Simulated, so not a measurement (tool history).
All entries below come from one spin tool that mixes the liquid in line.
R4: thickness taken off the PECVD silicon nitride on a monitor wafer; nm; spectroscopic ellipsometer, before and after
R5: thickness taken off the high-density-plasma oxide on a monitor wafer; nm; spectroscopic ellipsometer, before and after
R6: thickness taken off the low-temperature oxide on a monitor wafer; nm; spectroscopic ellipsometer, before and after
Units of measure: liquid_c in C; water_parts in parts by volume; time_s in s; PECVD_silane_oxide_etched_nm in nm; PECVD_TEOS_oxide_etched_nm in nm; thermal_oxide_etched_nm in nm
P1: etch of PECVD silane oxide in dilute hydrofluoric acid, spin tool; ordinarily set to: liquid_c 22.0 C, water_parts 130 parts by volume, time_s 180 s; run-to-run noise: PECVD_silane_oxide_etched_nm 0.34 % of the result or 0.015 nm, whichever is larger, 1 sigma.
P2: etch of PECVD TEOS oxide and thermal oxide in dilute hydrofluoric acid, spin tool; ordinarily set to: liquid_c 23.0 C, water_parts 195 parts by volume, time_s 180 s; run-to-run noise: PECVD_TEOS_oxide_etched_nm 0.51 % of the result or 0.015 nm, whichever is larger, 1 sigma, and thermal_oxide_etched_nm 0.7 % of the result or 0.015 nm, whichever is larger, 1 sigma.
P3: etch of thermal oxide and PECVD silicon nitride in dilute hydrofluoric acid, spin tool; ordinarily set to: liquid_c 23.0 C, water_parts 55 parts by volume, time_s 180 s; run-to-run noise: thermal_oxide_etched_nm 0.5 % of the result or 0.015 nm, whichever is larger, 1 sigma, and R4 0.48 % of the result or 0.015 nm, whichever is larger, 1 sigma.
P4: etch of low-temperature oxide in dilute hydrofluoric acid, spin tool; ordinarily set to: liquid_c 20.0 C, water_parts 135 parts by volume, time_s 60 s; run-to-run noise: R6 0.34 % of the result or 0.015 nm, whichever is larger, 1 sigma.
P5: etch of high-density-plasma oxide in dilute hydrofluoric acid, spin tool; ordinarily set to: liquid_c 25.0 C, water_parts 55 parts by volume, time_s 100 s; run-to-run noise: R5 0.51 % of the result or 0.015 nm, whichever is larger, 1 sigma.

run 1 hour=9.6 | process=P1 liquid_c=22.0 water_parts=130 time_s=180 | PECVD_silane_oxide_etched_nm=18.7060
run 2 hour=19.4 | process=P1 liquid_c=22.0 water_parts=60 time_s=180 | PECVD_silane_oxide_etched_nm=43.7690
run 3 hour=25.2 | process=P2 liquid_c=23.0 water_parts=80 time_s=180 | PECVD_TEOS_oxide_etched_nm=22.4620 thermal_oxide_etched_nm=10.6470
run 4 hour=29.9 | process=P3 liquid_c=23.0 water_parts=55 time_s=180 | thermal_oxide_etched_nm=15.6580 R4=5.31470
run 5 hour=36.5 | process=P3 liquid_c=29.5 water_parts=55 time_s=180 | thermal_oxide_etched_nm=20.6330 R4=8.18890
run 6 hour=45.6 | process=P1 liquid_c=22.0 water_parts=130 time_s=50 | PECVD_silane_oxide_etched_nm=5.1390
run 7 hour=51.5 | process=P1 liquid_c=22.0 water_parts=205 time_s=180 | PECVD_silane_oxide_etched_nm=10.9130
run 8 hour=56.8 | process=P2 liquid_c=23.0 water_parts=195 time_s=295 | PECVD_TEOS_oxide_etched_nm=13.2820 thermal_oxide_etched_nm=6.3394
run 9 hour=61.5 | process=P1 liquid_c=22.0 water_parts=130 time_s=180 | PECVD_silane_oxide_etched_nm=18.5320
run 10 hour=68.3 | process=P5 liquid_c=25.0 water_parts=55 time_s=100 | R5=10.4290
run 11 hour=76.6 | process=P2 liquid_c=23.0 water_parts=195 time_s=180 | PECVD_TEOS_oxide_etched_nm=8.1241 thermal_oxide_etched_nm=3.8509
run 12 hour=84.3 | process=P1 liquid_c=22.0 water_parts=130 time_s=180 | PECVD_silane_oxide_etched_nm=18.6080
run 13 hour=92.1 | process=P2 liquid_c=19.5 water_parts=195 time_s=180 | PECVD_TEOS_oxide_etched_nm=7.0973 thermal_oxide_etched_nm=3.3557
run 14 hour=100.9 | process=P5 liquid_c=25.0 water_parts=55 time_s=50 | R5=5.2447
run 15 hour=111.1 | process=P1 liquid_c=22.0 water_parts=130 time_s=180 | PECVD_silane_oxide_etched_nm=18.5910
run 16 hour=121.3 | process=P1 liquid_c=26.5 water_parts=130 time_s=180 | PECVD_silane_oxide_etched_nm=21.9950
run 17 hour=127.8 | process=P1 liquid_c=18.5 water_parts=130 time_s=180 | PECVD_silane_oxide_etched_nm=16.1470
run 18 hour=134.8 | process=P1 liquid_c=22.0 water_parts=130 time_s=180 | PECVD_silane_oxide_etched_nm=18.5540
run 19 hour=140.0 | process=P4 liquid_c=20.0 water_parts=135 time_s=110 | R6=12.3160
run 20 hour=144.7 | process=P1 liquid_c=18.5 water_parts=230 time_s=180 | PECVD_silane_oxide_etched_nm=8.2632
run 21 hour=154.4 | process=P3 liquid_c=23.0 water_parts=95 time_s=180 | thermal_oxide_etched_nm=8.5689 R4=3.12860
run 22 hour=159.6 | process=P4 liquid_c=20.0 water_parts=135 time_s=60 | R6=6.7268
-- hour=162.2 hydrofluoric acid flow meter replaced
run 23 hour=164.3 | process=P1 liquid_c=18.5 water_parts=50 time_s=180 | PECVD_silane_oxide_etched_nm=45.7950
run 24 hour=173.0 | process=P4 liquid_c=20.0 water_parts=220 time_s=60 | R6=3.7798
run 25 hour=181.9 | process=P3 liquid_c=23.0 water_parts=55 time_s=15 | thermal_oxide_etched_nm=1.3127 R4=0.46468
run 26 hour=191.0 | process=P4 liquid_c=25.0 water_parts=135 time_s=60 | R6=8.2624
run 27 hour=198.9 | process=P1 liquid_c=26.0 water_parts=230 time_s=180 | PECVD_silane_oxide_etched_nm=10.9670
run 28 hour=205.3 | process=P1 liquid_c=22.0 water_parts=130 time_s=280 | PECVD_silane_oxide_etched_nm=29.0680
run 29 hour=214.2 | process=P2 liquid_c=23.0 water_parts=195 time_s=180 | PECVD_TEOS_oxide_etched_nm=8.2014 thermal_oxide_etched_nm=3.8464
run 30 hour=224.4 | process=P5 liquid_c=25.0 water_parts=20 time_s=100 | R5=30.3090
run 31 hour=229.2 | process=P5 liquid_c=29.5 water_parts=55 time_s=100 | R5=12.5700
run 32 hour=236.8 | process=P1 liquid_c=22.0 water_parts=130 time_s=180 | PECVD_silane_oxide_etched_nm=18.5210
run 33 hour=241.5 | process=P1 liquid_c=22.0 water_parts=130 time_s=180 | PECVD_silane_oxide_etched_nm=18.6280
run 34 hour=249.3 | process=P1 liquid_c=22.0 water_parts=130 time_s=180 | PECVD_silane_oxide_etched_nm=19.0790
run 35 hour=255.7 | process=P1 liquid_c=22.0 water_parts=130 time_s=180 | PECVD_silane_oxide_etched_nm=19.3210
run 36 hour=261.0 | process=P1 liquid_c=22.0 water_parts=130 time_s=180 | PECVD_silane_oxide_etched_nm=19.4780
run 37 hour=267.4 | process=P1 liquid_c=22.0 water_parts=130 time_s=180 | PECVD_silane_oxide_etched_nm=19.7830
run 38 hour=272.9 | process=P1 liquid_c=22.0 water_parts=130 time_s=180 | PECVD_silane_oxide_etched_nm=19.8270
run 39 hour=283.0 | process=P1 liquid_c=22.0 water_parts=130 time_s=180 | PECVD_silane_oxide_etched_nm=19.9550
run 40 hour=291.4 | process=P1 liquid_c=22.0 water_parts=130 time_s=180 | PECVD_silane_oxide_etched_nm=20.0870
run 41 hour=300.2 | process=P1 liquid_c=22.0 water_parts=130 time_s=180 | PECVD_silane_oxide_etched_nm=20.1450
run 42 hour=307.2 | process=P1 liquid_c=22.0 water_parts=130 time_s=180 | PECVD_silane_oxide_etched_nm=20.1620
run 43 hour=314.0 | process=P1 liquid_c=22.0 water_parts=130 time_s=180 | PECVD_silane_oxide_etched_nm=20.2170
run 44 hour=321.6 | process=P1 liquid_c=22.0 water_parts=130 time_s=180 | PECVD_silane_oxide_etched_nm=20.1750

What P1 gives has crept away from where it was. These 2 causes fit the log equally well, each at the size given:
A: liquid hotter than its thermometer reads (K) = 2.15
B: hydrofluoric acid flow above the setpoint (%) = 7.62
The creep began at about hour 241.5.

Each of the 4 check runs below uses one wafer; its results are left as question marks. Which run tells the causes apart?
run check 1 hour=329.2 | process=P3 liquid_c=23.0 water_parts=55 time_s=180 | thermal_oxide_etched_nm=? R4=?
run check 2 hour=329.2 | process=P4 liquid_c=20.0 water_parts=135 time_s=60 | R6=?
run check 3 hour=329.2 | process=P2 liquid_c=23.0 water_parts=195 time_s=180 | PECVD_TEOS_oxide_etched_nm=? thermal_oxide_etched_nm=?
run check 4 hour=329.2 | process=P5 liquid_c=25.0 water_parts=55 time_s=100 | R5=?

If the cause were each of the candidates in turn, the checks would give the following:
check=check_1 result=thermal_oxide_etched_nm if_A=17.1490 if_B=16.9830
check=check_1 result=R4 if_A=6.16570 if_B=5.73270
check=check_2 result=R6 if_A=7.3345 if_B=7.3213
check=check_3 result=PECVD_TEOS_oxide_etched_nm if_A=8.8395 if_B=8.9151
check=check_3 result=thermal_oxide_etched_nm if_A=4.1488 if_B=4.1842
check=check_4 result=R5 if_A=11.4750 if_B=11.3830
Per check, the gap between the least separated pair of causes, taken in the result that splits them most: check 1 7.28 %; check 2 0.18 %; check 3 0.85 %; check 4 0.81 %
Check 1 distinguishes between the causes, while the remaining checks would return nearly the same result for all of them.

Here is what check 1 returned: thermal_oxide_etched_nm 17.1730 nm; R4 6.20880 nm. Which cause is it?

It is A: liquid hotter than its thermometer reads (K).

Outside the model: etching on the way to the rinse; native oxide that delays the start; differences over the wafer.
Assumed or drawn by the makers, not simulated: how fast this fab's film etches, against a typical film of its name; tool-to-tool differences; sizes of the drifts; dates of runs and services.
